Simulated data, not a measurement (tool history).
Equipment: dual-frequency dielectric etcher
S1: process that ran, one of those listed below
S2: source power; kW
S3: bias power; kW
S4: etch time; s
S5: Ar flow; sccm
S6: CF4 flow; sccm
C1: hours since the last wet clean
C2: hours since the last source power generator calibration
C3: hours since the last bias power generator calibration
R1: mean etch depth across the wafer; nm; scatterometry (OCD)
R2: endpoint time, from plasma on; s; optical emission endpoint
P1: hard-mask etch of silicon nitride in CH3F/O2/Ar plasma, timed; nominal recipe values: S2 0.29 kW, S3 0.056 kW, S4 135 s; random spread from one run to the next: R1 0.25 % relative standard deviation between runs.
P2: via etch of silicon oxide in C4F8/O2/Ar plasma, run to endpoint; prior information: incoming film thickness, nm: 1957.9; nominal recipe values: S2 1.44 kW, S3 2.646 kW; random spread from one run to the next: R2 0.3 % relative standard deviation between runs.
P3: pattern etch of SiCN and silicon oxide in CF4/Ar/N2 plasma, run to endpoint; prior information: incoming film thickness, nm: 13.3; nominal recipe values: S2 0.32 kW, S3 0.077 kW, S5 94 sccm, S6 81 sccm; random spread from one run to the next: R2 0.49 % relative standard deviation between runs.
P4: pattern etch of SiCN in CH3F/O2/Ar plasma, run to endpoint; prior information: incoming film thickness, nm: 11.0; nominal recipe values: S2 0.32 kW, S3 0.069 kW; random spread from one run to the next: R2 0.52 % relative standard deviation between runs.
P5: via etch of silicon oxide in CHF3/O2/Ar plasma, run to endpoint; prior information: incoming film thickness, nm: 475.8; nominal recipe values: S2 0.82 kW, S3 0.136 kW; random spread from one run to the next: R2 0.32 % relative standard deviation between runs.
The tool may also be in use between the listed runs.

Run 1, hour 4.7: S1 P1, S2 0.29 kW, S3 0.056 kW, S4 135 s; C1 268.7; C2 1237.1; C3 424.1. Result: R1 72.852 nm.
Run 2, hour 8.7: S1 P3, S2 0.32 kW, S3 0.077 kW, S5 94 sccm, S6 48 sccm; C1 272.7; C2 1241.1; C3 428.1. Result: R2 21.576 s.
Run 3, hour 13.6: S1 P5, S2 0.82 kW, S3 0.136 kW; C1 277.6; C2 1246; C3 433. Result: R2 234.81 s.
Run 4, hour 16.5: S1 P1, S2 0.37 kW, S3 0.056 kW, S4 135 s; C1 280.5; C2 1248.9; C3 435.9. Result: R1 80.216 nm.
Run 5, hour 21.7: S1 P1, S2 0.29 kW, S3 0.039 kW, S4 135 s; C1 285.7; C2 1254.1; C3 441.1. Result: R1 64.905 nm.
Run 6, hour 25.1: S1 P2, S2 1.44 kW, S3 3.72 kW; C1 289.1; C2 1257.5; C3 444.5. Result: R2 363.15 s.
Run 7, hour 30.5: S1 P3, S2 0.32 kW, S3 0.046 kW, S5 94 sccm, S6 81 sccm; C1 294.5; C2 1262.9; C3 449.9. Result: R2 23.778 s.
Run 8, hour 34.8: S1 P1, S2 0.29 kW, S3 0.056 kW, S4 135 s; C1 298.8; C2 1267.2; C3 454.2. Result: R1 72.967 nm.
Run 9, hour 40.6: S1 P3, S2 0.32 kW, S3 0.077 kW, S5 125 sccm, S6 81 sccm; C1 304.6; C2 1273; C3 460. Result: R2 21.069 s.
Run 10, hour 43.8: S1 P3, S2 0.32 kW, S3 0.077 kW, S5 94 sccm, S6 81 sccm; C1 307.8; C2 1276.2; C3 463.2. Result: R2 20.343 s.
Run 11, hour 49.8: S1 P1, S2 0.29 kW, S3 0.042 kW, S4 81.5 s; C1 313.8; C2 1282.2; C3 469.2. Result: R1 40.043 nm.
Run 12, hour 56.2: S1 P5, S2 0.5 kW, S3 0.136 kW; C1 320.2; C2 1288.6; C3 475.6. Result: R2 285.99 s.
Run 13, hour 59.6: S1 P5, S2 0.82 kW, S3 0.173 kW; C1 323.6; C2 1292; C3 479. Result: R2 216.3 s.
Run 14, hour 65.2: S1 P3, S2 0.22 kW, S3 0.077 kW, S5 94 sccm, S6 81 sccm; C1 329.2; C2 1297.6; C3 484.6. Result: R2 27.859 s.
Run 15, hour 70.5: S1 P1, S2 0.29 kW, S3 0.056 kW, S4 177 s; C1 334.5; C2 1302.9; C3 489.9. Result: R1 95.392 nm.
Run 16, hour 76.9: S1 P4, S2 0.32 kW, S3 0.046 kW; C1 340.9; C2 1309.3; C3 496.3. Result: R2 36.777 s.
Run 17, hour 83.4: S1 P1, S2 0.22 kW, S3 0.056 kW, S4 135 s; C1 347.4; C2 1315.8; C3 502.8. Result: R1 65.386 nm.
Run 18, hour 88.8: S1 P1, S2 0.29 kW, S3 0.056 kW, S4 135 s; C1 352.8; C2 1321.2; C3 508.2. Result: R1 72.999 nm.
Run 19, hour 91.6: S1 P2, S2 0.85 kW, S3 2.646 kW; C1 355.6; C2 1324; C3 511. Result: R2 497.46 s.
Run 20, hour 95.1: S1 P4, S2 0.32 kW, S3 0.069 kW; C1 359.1; C2 1327.5; C3 514.5. Result: R2 32.175 s.
Run 21, hour 98.9: S1 P4, S2 0.45 kW, S3 0.069 kW; C1 362.9; C2 1331.3; C3 518.3. Result: R2 27.999 s.
Run 22, hour 102: S1 P1, S2 0.29 kW, S3 0.056 kW, S4 75.5 s; C1 366; C2 1334.4; C3 521.4. Result: R1 40.627 nm.
Run 23, hour 107.3: S1 P1, S2 0.29 kW, S3 0.056 kW, S4 135 s; C1 371.3; C2 1339.7; C3 526.7. Result: R1 72.682 nm.
Run 24, hour 112.5: S1 P1, S2 0.29 kW, S3 0.056 kW, S4 135 s; C1 376.5; C2 1344.9; C3 531.9. Result: R1 72.727 nm.
Run 25, hour 118.3: S1 P2, S2 1.44 kW, S3 2.646 kW; C1 382.3; C2 1350.7; C3 537.7. Result: R2 402.4 s.
Run 26, hour 121.3: S1 P1, S2 0.29 kW, S3 0.07 kW, S4 135 s; C1 385.3; C2 1353.7; C3 540.7. Result: R1 78.552 nm.
Run 27, hour 125.1: S1 P1, S2 0.39 kW, S3 0.056 kW, S4 168 s; C1 389.1; C2 1357.5; C3 544.5. Result: R1 102.02 nm.
Run 28, hour 131.4: S1 P1, S2 0.29 kW, S3 0.056 kW, S4 135 s; C1 395.4; C2 1363.8; C3 550.8. Result: R1 72.884 nm.
Run 29, hour 135.6: S1 P1, S2 0.29 kW, S3 0.056 kW, S4 135 s; C1 399.6; C2 1368; C3 555. Result: R1 73.242 nm.
Run 30, hour 140.4: S1 P1, S2 0.29 kW, S3 0.056 kW, S4 135 s; C1 404.4; C2 1372.8; C3 559.8. Result: R1 72.876 nm.
Run 31, hour 143.4: S1 P1, S2 0.29 kW, S3 0.056 kW, S4 135 s; C1 407.4; C2 1375.8; C3 562.8. Result: R1 73.629 nm.
Run 32, hour 148.5: S1 P1, S2 0.29 kW, S3 0.056 kW, S4 135 s; C1 412.5; C2 1380.9; C3 567.9. Result: R1 74.005 nm.
Run 33, hour 152.7: S1 P1, S2 0.29 kW, S3 0.056 kW, S4 135 s; C1 416.7; C2 1385.1; C3 572.1. Result: R1 73.737 nm.
Run 34, hour 158.1: S1 P1, S2 0.29 kW, S3 0.056 kW, S4 135 s; C1 422.1; C2 1390.5; C3 577.5. Result: R1 73.969 nm.
At hour 159.3: wet clean of the chamber.
Run 35, hour 161.6: S1 P1, S2 0.29 kW, S3 0.056 kW, S4 135 s; C1 2.4; C2 1394; C3 581. Result: R1 74.291 nm.
Run 36, hour 167.5: S1 P1, S2 0.29 kW, S3 0.056 kW, S4 135 s; C1 8.3; C2 1399.9; C3 586.9. Result: R1 73.836 nm.
Run 37, hour 173.4: S1 P1, S2 0.29 kW, S3 0.056 kW, S4 135 s; C1 14.2; C2 1405.8; C3 592.8. Result: R1 74.09 nm.
Run 38, hour 177.4: S1 P1, S2 0.29 kW, S3 0.056 kW, S4 135 s; C1 18.2; C2 1409.8; C3 596.8. Result: R1 74.43 nm.
Run 39, hour 182.7: S1 P1, S2 0.29 kW, S3 0.056 kW, S4 135 s; C1 23.5; C2 1415.1; C3 602.1. Result: R1 74.089 nm.
Run 40, hour 186.6: S1 P1, S2 0.29 kW, S3 0.056 kW, S4 135 s; C1 27.4; C2 1419; C3 606. Result: R1 73.97 nm.

Something has made what P1 gives creep away from where it was; the 2 causes below, each at its own stated size, fit the log equally well:
A: source power that arrives over what is set, % = 4.11
B: bias power that arrives over what is set, % = 4.73
At approximately hour 135.6, the process output began to creep.
All other causes, with the reason each is excluded:
chamber walls in a state that raises the etch rate, %: work on it at hour 159.3, done after the drift set in, did not restore what the process gave before

Each of the check runs listed below is run on 3 wafers and reports their average, with the results left as question marks. Pick the one under which the possible causes would lead to clearly different results.
Run check 1, hour 190.5: S1 P2, S2 0.88 kW, S3 3.227 kW. Result: R2 ?.
Run check 2, hour 190.5: S1 P4, S2 0.43 kW, S3 0.069 kW. Result: R2 ?.
Run check 3, hour 190.5: S1 P5, S2 0.69 kW, S3 0.136 kW. Result: R2 ?.
Run check 4, hour 190.5: S1 P3, S2 0.22 kW, S3 0.059 kW, S5 94 sccm, S6 81 sccm. Result: R2 ?.

What every check run would give for each of its results, assuming each possible cause in turn:
  check  result    if A    if B
check 1      R2  450.92  450.92
check 2      R2  28.012  27.986
check 3      R2  247.37  247.67
check 4      R2  29.499  30.103
Minimum pairwise separation of causes per check, each pair taken at its best-separating result: check 1 0 %; check 2 0.1 %; check 3 0.12 %; check 4 2.03 %
The causes can be told apart only by check 4. The other checks would give nearly the same results under each of them.

Check 4 has now been run. It gave: R2 29.501 s. Which of the candidate causes is it?

It is A: source power that arrives over what is set, %.
